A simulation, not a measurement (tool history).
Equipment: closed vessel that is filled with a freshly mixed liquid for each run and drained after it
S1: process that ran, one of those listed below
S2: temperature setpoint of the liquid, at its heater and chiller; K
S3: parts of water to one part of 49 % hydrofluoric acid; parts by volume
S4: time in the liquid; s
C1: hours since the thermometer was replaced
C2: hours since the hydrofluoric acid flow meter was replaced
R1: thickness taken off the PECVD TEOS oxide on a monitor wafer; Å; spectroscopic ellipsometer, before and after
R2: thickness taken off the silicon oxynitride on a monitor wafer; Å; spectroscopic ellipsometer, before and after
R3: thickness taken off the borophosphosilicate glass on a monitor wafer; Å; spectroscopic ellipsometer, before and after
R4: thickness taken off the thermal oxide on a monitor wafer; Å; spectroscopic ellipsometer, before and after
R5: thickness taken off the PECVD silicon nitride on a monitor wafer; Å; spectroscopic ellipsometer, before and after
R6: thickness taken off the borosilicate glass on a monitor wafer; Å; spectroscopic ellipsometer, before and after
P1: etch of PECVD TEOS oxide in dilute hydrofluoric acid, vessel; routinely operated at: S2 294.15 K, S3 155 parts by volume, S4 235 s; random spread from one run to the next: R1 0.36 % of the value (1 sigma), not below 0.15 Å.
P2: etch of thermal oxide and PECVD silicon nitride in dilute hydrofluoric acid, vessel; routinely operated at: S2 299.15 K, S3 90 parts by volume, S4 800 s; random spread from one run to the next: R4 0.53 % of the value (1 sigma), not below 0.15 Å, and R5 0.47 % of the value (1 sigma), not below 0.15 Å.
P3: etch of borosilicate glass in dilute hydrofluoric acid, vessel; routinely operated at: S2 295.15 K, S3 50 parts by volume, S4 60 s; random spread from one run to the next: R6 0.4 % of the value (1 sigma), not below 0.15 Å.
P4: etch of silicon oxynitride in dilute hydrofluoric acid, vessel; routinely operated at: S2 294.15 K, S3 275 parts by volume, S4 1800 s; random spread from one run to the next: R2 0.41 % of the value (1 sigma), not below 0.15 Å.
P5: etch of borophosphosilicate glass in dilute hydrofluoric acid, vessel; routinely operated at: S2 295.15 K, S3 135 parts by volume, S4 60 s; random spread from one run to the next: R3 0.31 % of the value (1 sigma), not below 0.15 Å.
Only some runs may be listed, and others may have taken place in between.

| run | hour | S1 | S2 | S3 | S4 | C1 | C2 | R1 | R2 | R3 | R4 | R5 | R6 |
|---|---|---|---|---|---|---|---|---|---|---|---|---|---|
| 1 | 4.6 | P1 | 294.15 | 155 | 235 | 377.6 | 1846.3 | 106.84 |  |  |  |  |  |
| 2 | 13.6 | P1 | 294.15 | 155 | 120 | 386.6 | 1855.3 | 54.473 |  |  |  |  |  |
| 3 | 18 | P4 | 294.15 | 115 | 1800 | 391 | 1859.7 |  | 191.79 |  |  |  |  |
| 4 | 25.7 | P4 | 301.15 | 275 | 1800 | 398.7 | 1867.4 |  | 95.984 |  |  |  |  |
| 5 | 34 | P5 | 295.15 | 135 | 60 | 407 | 1875.7 |  |  | 116.98 |  |  |  |
| 6 | 42.8 | P5 | 295.15 | 135 | 30 | 415.8 | 1884.5 |  |  | 59.019 |  |  |  |
| 7 | 49.8 | P2 | 299.15 | 90 | 1200 | 422.8 | 1891.5 |  |  |  | 702.06 | 260.15 |  |
| 8 | 56.3 | P2 | 299.15 | 90 | 800 | 429.3 | 1898 |  |  |  | 465.59 | 174.11 |  |
| 9 | 62.3 | P1 | 294.15 | 250 | 235 | 435.3 | 1904 | 59.802 |  |  |  |  |  |
| 10 | 70.5 | P5 | 295.15 | 190 | 60 | 443.5 | 1912.2 |  |  | 78.708 |  |  |  |
| 11 | 75.6 | P1 | 294.15 | 240 | 380 | 448.6 | 1917.3 | 101.96 |  |  |  |  |  |
| 12 | 82.6 | P4 | 294.15 | 275 | 2745 | 455.6 | 1924.3 |  | 110.05 |  |  |  |  |
| 13 | 87.6 | P1 | 294.15 | 155 | 235 | 460.6 | 1929.3 | 107.83 |  |  |  |  |  |
| 14 | 96.5 | P1 | 290.15 | 155 | 235 | 469.5 | 1938.2 | 91.383 |  |  |  |  |  |
| 15 | 101.9 | P2 | 304.15 | 90 | 800 | 474.9 | 1943.6 |  |  |  | 569.5 | 237.38 |  |
| 16 | 106.7 | P4 | 294.15 | 275 | 1800 | 479.7 | 1948.4 |  | 71.815 |  |  |  |  |
| 17 | 113.7 | P4 | 294.15 | 275 | 1800 | 486.7 | 1955.4 |  | 72.182 |  |  |  |  |
| 18 | 120.9 | P1 | 294.15 | 45 | 235 | 493.9 | 1962.6 | 416.94 |  |  |  |  |  |
| 19 | 128.3 | P3 | 295.15 | 50 | 60 | 501.3 | 1970 |  |  |  |  |  | 558.95 |
| 20 | 134.7 | P2 | 299.15 | 150 | 800 | 507.7 | 1976.4 |  |  |  | 261.15 | 103.96 |  |
| 21 | 142 | P5 | 295.15 | 135 | 60 | 515 | 1983.7 |  |  | 117.53 |  |  |  |
| 22 | 149.4 | P1 | 290.65 | 155 | 450 | 522.4 | 1991.1 | 178.92 |  |  |  |  |  |
| 23 | 157.7 | P1 | 294.15 | 155 | 425 | 530.7 | 1999.4 | 193.42 |  |  |  |  |  |
| 24 | 163.4 | P3 | 295.15 | 85 | 60 | 536.4 | 2005.1 |  |  |  |  |  | 313.09 |
| 25 | 169.1 | P1 | 294.15 | 155 | 235 | 542.1 | 2010.8 | 107.93 |  |  |  |  |  |
| 26 | 173.4 | P1 | 298.15 | 155 | 235 | 546.4 | 2015.1 | 124.48 |  |  |  |  |  |
| 27 | 178.4 | P1 | 294.15 | 155 | 235 | 551.4 | 2020.1 | 107.53 |  |  |  |  |  |
|  | 180.3 | hydrofluoric acid flow meter replaced |
| 28 | 185.3 | P3 | 295.15 | 50 | 60 | 558.3 | 5 |  |  |  |  |  | 558.46 |
| 29 | 193.9 | P1 | 294.15 | 155 | 235 | 566.9 | 13.6 | 106.81 |  |  |  |  |  |
| 30 | 200.6 | P2 | 299.15 | 90 | 800 | 573.6 | 20.3 |  |  |  | 471.03 | 173.08 |  |
| 31 | 204.4 | P3 | 299.15 | 50 | 60 | 577.4 | 24.1 |  |  |  |  |  | 655.58 |
| 32 | 212.4 | P5 | 291.65 | 135 | 60 | 585.4 | 32.1 |  |  | 102.25 |  |  |  |
| 33 | 218.6 | P1 | 290.15 | 265 | 235 | 591.6 | 38.3 | 48.273 |  |  |  |  |  |
| 34 | 225.9 | P1 | 294.15 | 155 | 235 | 598.9 | 45.6 | 106.87 |  |  |  |  |  |
| 35 | 230.7 | P3 | 295.15 | 50 | 30 | 603.7 | 50.4 |  |  |  |  |  | 278.43 |
| 36 | 235.7 | P1 | 294.15 | 155 | 235 | 608.7 | 55.4 | 107.19 |  |  |  |  |  |
| 37 | 243.3 | P1 | 294.15 | 155 | 235 | 616.3 | 63 | 104.86 |  |  |  |  |  |
| 38 | 247.7 | P1 | 294.15 | 155 | 235 | 620.7 | 67.4 | 104.33 |  |  |  |  |  |
| 39 | 253.3 | P1 | 294.15 | 155 | 235 | 626.3 | 73 | 103.32 |  |  |  |  |  |
| 40 | 261.2 | P1 | 294.15 | 155 | 235 | 634.2 | 80.9 | 102.09 |  |  |  |  |  |
| 41 | 268.7 | P1 | 294.15 | 155 | 235 | 641.7 | 88.4 | 101.1 |  |  |  |  |  |
| 42 | 277.6 | P1 | 294.15 | 155 | 235 | 650.6 | 97.3 | 101.73 |  |  |  |  |  |
| 43 | 286.2 | P1 | 294.15 | 155 | 235 | 659.2 | 105.9 | 101.63 |  |  |  |  |  |
| 44 | 292.3 | P1 | 294.15 | 155 | 235 | 665.3 | 112 | 100.99 |  |  |  |  |  |
| 45 | 299.9 | P1 | 294.15 | 155 | 235 | 672.9 | 119.6 | 100.47 |  |  |  |  |  |
| 46 | 306 | P1 | 294.15 | 155 | 235 | 679 | 125.7 | 100.84 |  |  |  |  |  |
| 47 | 314.7 | P1 | 294.15 | 155 | 235 | 687.7 | 134.4 | 100.06 |  |  |  |  |  |

What P1 gives has crept away from where it was. These 2 causes fit the log equally well, each at the size given:
A: hydrofluoric acid flow below the setpoint (%) = 5.18
B: liquid colder than its thermometer reads (K) = 1.57
The process output started creeping at around hour 235.7.

The check runs listed below each take one wafer, and their results are still question marks. Under which run would the listed causes lead to clearly different results?
| check 1 | 323.4 | P4 | 294.15 | 275 | 1800 |  |  |  | ? |  |  |  |  |
| check 2 | 323.4 | P2 | 299.15 | 90 | 800 |  |  |  |  |  | ? | ? |  |
| check 3 | 323.4 | P3 | 295.15 | 50 | 60 |  |  |  |  |  |  |  | ? |
| check 4 | 323.4 | P5 | 295.15 | 135 | 60 |  |  |  |  | ? |  |  |  |

Expected result of each check under each candidate cause:
| check | result | if A | if B |
|---|---|---|---|
| check 1 | R2 | 67.76 | 67.246 |
| check 2 | R4 | 441.75 | 440.72 |
| check 2 | R5 | 164.63 | 156.58 |
| check 3 | R6 | 526.07 | 521.13 |
| check 4 | R3 | 110.31 | 110.2 |
Smallest distance between any two causes, each pair judged by its most separating result, in per cent: check 1 0.76 %; check 2 5.01 %; check 3 0.94 %; check 4 0.09 %
The causes can be told apart only by check 2. The other checks would give nearly the same results under each of them.

Check 2 was carried out, with these results: R4 441.64 Å; R5 165.11 Å. Which of the listed causes is responsible?

The correct cause is A, namely: hydrofluoric acid flow below the setpoint (%).

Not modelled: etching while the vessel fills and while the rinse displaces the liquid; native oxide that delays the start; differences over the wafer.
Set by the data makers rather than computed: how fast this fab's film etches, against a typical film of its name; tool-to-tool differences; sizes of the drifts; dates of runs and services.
